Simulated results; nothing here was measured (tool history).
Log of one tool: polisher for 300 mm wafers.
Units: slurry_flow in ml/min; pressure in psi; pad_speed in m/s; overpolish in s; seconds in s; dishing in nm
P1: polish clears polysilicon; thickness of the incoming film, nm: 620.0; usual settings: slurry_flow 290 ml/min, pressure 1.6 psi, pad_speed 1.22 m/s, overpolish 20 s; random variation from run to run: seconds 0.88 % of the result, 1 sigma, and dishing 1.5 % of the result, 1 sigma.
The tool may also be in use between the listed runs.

| run | hour | slurry_flow | pressure | pad_speed | overpolish | wafers polished on this pad | hours since the slurry nozzle was cleaned | hours since the head pressure was calibrated | seconds | dishing |
|---|---|---|---|---|---|---|---|---|---|---|
| 1 | 9.7 | 290 | 1.6 | 1.22 | 20 | 203 | 71.2 | 484.4 | 68.843 | 39.533 |
| 2 | 16.7 | 175 | 1.6 | 1.22 | 20 | 270 | 78.2 | 491.4 | 72.776 | 37.413 |
| 3 | 22.9 | 190 | 1.6 | 1.22 | 34 | 329 | 84.4 | 497.6 | 72.084 | 38.677 |
| 4 | 29.7 | 290 | 1.6 | 0.6 | 20 | 395 | 91.2 | 504.4 | 139.73 | 33.75 |
| 5 | 38.8 | 290 | 1.6 | 1.22 | 20 | 482 | 100.3 | 513.5 | 70.088 | 38.251 |
| 6 | 46.9 | 290 | 1.6 | 1.22 | 20 | 560 | 108.4 | 521.6 | 69.28 | 38.325 |
| 7 | 57.2 | 385 | 1.6 | 1.22 | 20 | 659 | 118.7 | 531.9 | 67.74 | 38.651 |
| 8 | 67.5 | 290 | 1.6 | 1.22 | 20 | 758 | 129 | 542.2 | 68.041 | 38.511 |
| 9 | 74.1 | 290 | 1.6 | 1.72 | 20 | 821 | 135.6 | 548.8 | 49.094 | 37.758 |
| 10 | 80.8 | 290 | 2.5 | 1.22 | 20 | 886 | 142.3 | 555.5 | 43.846 | 39.28 |
| 11 | 89.8 | 290 | 1.6 | 1.22 | 36 | 972 | 151.3 | 564.5 | 68.554 | 38.412 |
| 12 | 96.4 | 290 | 1.6 | 1.22 | 11 | 1036 | 157.9 | 571.1 | 69.175 | 35.496 |
| 13 | 104 | 425 | 1.6 | 1.22 | 37 | 1109 | 165.5 | 578.7 | 67.018 | 38.93 |
| 14 | 111.5 | 290 | 1.6 | 1.22 | 20 | 1181 | 173 | 586.2 | 69.468 | 38.017 |
| 15 | 123.2 | 290 | 0.7 | 1.22 | 20 | 1293 | 184.7 | 597.9 | 156.88 | 32.78 |
| 16 | 130.4 | 290 | 1.6 | 1.22 | 20 | 1363 | 191.9 | 605.1 | 69.982 | 38.863 |
| 17 | 136.9 | 290 | 1.6 | 1.22 | 20 | 1425 | 198.4 | 611.6 | 70.272 | 37.39 |
| 18 | 146.1 | 290 | 1.6 | 1.22 | 20 | 1513 | 207.6 | 620.8 | 71.472 | 38.861 |
| 19 | 155.7 | 290 | 1.6 | 1.22 | 20 | 1606 | 217.2 | 630.4 | 71.528 | 37.746 |
| 20 | 162.8 | 290 | 1.6 | 1.22 | 20 | 1674 | 224.3 | 637.5 | 72.033 | 38.375 |
|  | 165.2 | head pressure recalibrated |
| 21 | 169.6 | 290 | 1.6 | 1.22 | 20 | 1739 | 231.1 | 4.4 | 72.541 | 37.709 |
| 22 | 176 | 290 | 1.6 | 1.22 | 20 | 1801 | 237.5 | 10.8 | 72.107 | 38.611 |
| 23 | 183.6 | 290 | 1.6 | 1.22 | 20 | 1874 | 245.1 | 18.4 | 72.147 | 37.99 |
| 24 | 192.6 | 290 | 1.6 | 1.22 | 20 | 1960 | 254.1 | 27.4 | 72.776 | 38.146 |
| 25 | 203.7 | 290 | 1.6 | 1.22 | 20 | 2067 | 265.2 | 38.5 | 72.045 | 36.84 |
| 26 | 210.4 | 290 | 1.6 | 1.22 | 20 | 2131 | 271.9 | 45.2 | 73.773 | 38.032 |
| 27 | 216.3 | 290 | 1.6 | 1.22 | 20 | 2188 | 277.8 | 51.1 | 71.584 | 37.673 |

What P1 gives has crept away from where it was. These 2 causes fit the log equally well, each at the size given:
A: slurry flow missing at the pad, % = 35.8
B: removal rate lost through wear of the pad, % = 4.95
The creep began at about hour 130.4.
Why every other cause is out:
head's pressure below its setpoint, %: serviced at hour 165.2, which brought nothing back

4 check runs are offered, each on 5 wafers whose results are averaged, their results left as question marks. Which one tells the causes apart?
| check 1 | 222.2 | 175 | 2 | 1.22 | 20 |  |  |  | ? | ? |
| check 2 | 222.2 | 290 | 2.5 | 1.5 | 20 |  |  |  | ? | ? |
| check 3 | 222.2 | 290 | 1.6 | 0.62 | 20 |  |  |  | ? | ? |
| check 4 | 222.2 | 290 | 2.5 | 0.74 | 20 |  |  |  | ? | ? |

What each check would give under each cause:
| check | result | if A | if B |
|---|---|---|---|
| check 1 | seconds | 63.57 | 61.661 |
| check 1 | dishing | 38.265 | 38.304 |
| check 2 | seconds | 37.796 | 37.798 |
| check 2 | dishing | 38.529 | 38.529 |
| check 3 | seconds | 142.88 | 142.89 |
| check 3 | dishing | 34.273 | 34.273 |
| check 4 | seconds | 76.613 | 76.618 |
| check 4 | dishing | 37.903 | 37.903 |
How far apart the two closest causes lie, in the result that separates them most: check 1 3.05 %; check 2 0.01 %; check 3 0.01 %; check 4 0.01 %
Only check 1 tells the causes apart: in the others they would give nearly the same result.

Then check 1 was run and gave: seconds 61.911 s; dishing 38.447 nm. Which cause is it?

It is B: removal rate lost through wear of the pad, %.
